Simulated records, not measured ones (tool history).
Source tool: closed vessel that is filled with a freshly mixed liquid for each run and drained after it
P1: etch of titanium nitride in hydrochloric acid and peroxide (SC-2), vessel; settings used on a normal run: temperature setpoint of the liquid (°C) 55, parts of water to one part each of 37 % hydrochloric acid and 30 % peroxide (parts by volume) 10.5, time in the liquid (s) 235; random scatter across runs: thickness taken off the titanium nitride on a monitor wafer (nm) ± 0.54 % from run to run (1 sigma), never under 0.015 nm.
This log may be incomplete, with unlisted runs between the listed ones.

| run | day | temperature setpoint of the liquid (°C) | parts of water to one part each of 37 % hydrochloric acid and 30 % peroxide (parts by volume) | time in the liquid (s) | hours since the thermometer was replaced | hours since the chemicals flow meter was replaced | hours since the drum of peroxide was connected | thickness taken off the titanium nitride on a monitor wafer (nm) |
|---|---|---|---|---|---|---|---|---|
| 1 | 0.729 | 55 | 10.5 | 235 | 724.1 | 274.5 | 292.3 | 4.3928 |
| 2 | 1.158 | 55 | 10.5 | 235 | 734.4 | 284.8 | 302.6 | 4.4319 |
| 3 | 1.771 | 55 | 10.5 | 30 | 749.1 | 299.5 | 317.3 | 0.52105 |
| 4 | 2.233 | 63 | 10.5 | 235 | 760.2 | 310.6 | 328.4 | 7.3186 |
|  | 2.633 | chemicals flow meter replaced |
| 5 | 2.708 | 55 | 10.5 | 235 | 771.6 | 1.8 | 339.8 | 4.4203 |
| 6 | 3.158 | 55 | 4 | 235 | 782.4 | 12.6 | 350.6 | 9.1385 |
| 7 | 3.662 | 68 | 10.5 | 335 | 794.5 | 24.7 | 362.7 | 14.056 |
| 8 | 4.112 | 55 | 10.5 | 235 | 805.3 | 35.5 | 373.5 | 4.3902 |
| 9 | 4.529 | 55 | 19 | 235 | 815.3 | 45.5 | 383.5 | 2.6049 |
| 10 | 5.067 | 55 | 10.5 | 235 | 828.2 | 58.4 | 396.4 | 4.4597 |
| 11 | 5.529 | 39 | 10.5 | 235 | 839.3 | 69.5 | 407.5 | 1.4817 |
|  | 5.658 | new drum of peroxide connected |
| 12 | 5.862 | 40 | 10.5 | 415 | 847.3 | 77.5 | 4.9 | 2.7704 |
| 13 | 6.192 | 55 | 10.5 | 420 | 855.2 | 85.4 | 12.8 | 7.8147 |
| 14 | 6.525 | 55 | 10.5 | 235 | 863.2 | 93.4 | 20.8 | 4.4303 |
| 15 | 7.175 | 55 | 10.5 | 235 | 878.8 | 109 | 36.4 | 4.2736 |
| 16 | 7.629 | 55 | 10.5 | 235 | 889.7 | 119.9 | 47.3 | 4.2257 |
| 17 | 8.383 | 55 | 10.5 | 235 | 907.8 | 138 | 65.4 | 4.1181 |
|  | 8.688 | new drum of peroxide connected |
| 18 | 8.783 | 55 | 10.5 | 235 | 917.4 | 147.6 | 2.4 | 4.146 |
| 19 | 9.271 | 55 | 10.5 | 235 | 929.1 | 159.3 | 14.1 | 4.1142 |
| 20 | 9.612 | 55 | 10.5 | 235 | 937.3 | 167.5 | 22.3 | 4.1113 |
| 21 | 10.025 | 55 | 10.5 | 235 | 947.2 | 177.4 | 32.2 | 4.1267 |
| 22 | 10.771 | 55 | 10.5 | 235 | 965.1 | 195.3 | 50.1 | 4.0804 |
| 23 | 11.496 | 55 | 10.5 | 235 | 982.5 | 212.7 | 67.5 | 4.0774 |
| 24 | 11.958 | 55 | 10.5 | 235 | 993.6 | 223.8 | 78.6 | 4.0808 |
| 25 | 12.558 | 55 | 10.5 | 235 | 1008 | 238.2 | 93 | 4.0777 |

Compared with where it was, what P1 gives has crept away. Each cause listed below fits the log as well as the rest, at the size given for it:
A: chemicals flow below the setpoint (%) = 8.7
B: liquid colder than its thermometer reads (K) = 1.19
The gradual shift began around day 6.525.
Excluded causes, each with its reason:
peroxide weaker than its label (%): work on it at day 8.688, done after the drift set in, did not restore what the process gave before

The 4 check runs listed below each average the results of 5 wafers, and their outcomes are marked with question marks. Under which run would the listed causes produce clearly different results?
| check 1 | 13.158 | 61.5 | 10.5 | 100 |  |  |  | ? |
| check 2 | 13.158 | 55 | 15.5 | 235 |  |  |  | ? |
| check 3 | 13.158 | 61 | 10.5 | 70 |  |  |  | ? |
| check 4 | 13.158 | 39.5 | 4 | 235 |  |  |  | ? |

Outcome of each check run for each possible cause:
| check | result | if A | if B |
|---|---|---|---|
| check 1 | thickness taken off the titanium nitride on a monitor wafer (nm) | 2.6169 | 2.6242 |
| check 2 | thickness taken off the titanium nitride on a monitor wafer (nm) | 2.8974 | 2.9084 |
| check 3 | thickness taken off the titanium nitride on a monitor wafer (nm) | 1.7757 | 1.7802 |
| check 4 | thickness taken off the titanium nitride on a monitor wafer (nm) | 3.0096 | 2.9396 |
Separation of the two closest causes in each check, using whichever result separates them best: check 1 0.28 %; check 2 0.38 %; check 3 0.26 %; check 4 2.35 %
The causes can be told apart only by check 4. The other checks would give nearly the same results under each of them.

Check 4 has now been run. It gave: thickness taken off the titanium nitride on a monitor wafer (nm) 2.9962. Which of the candidate causes is it?

A is the cause: chemicals flow below the setpoint (%).
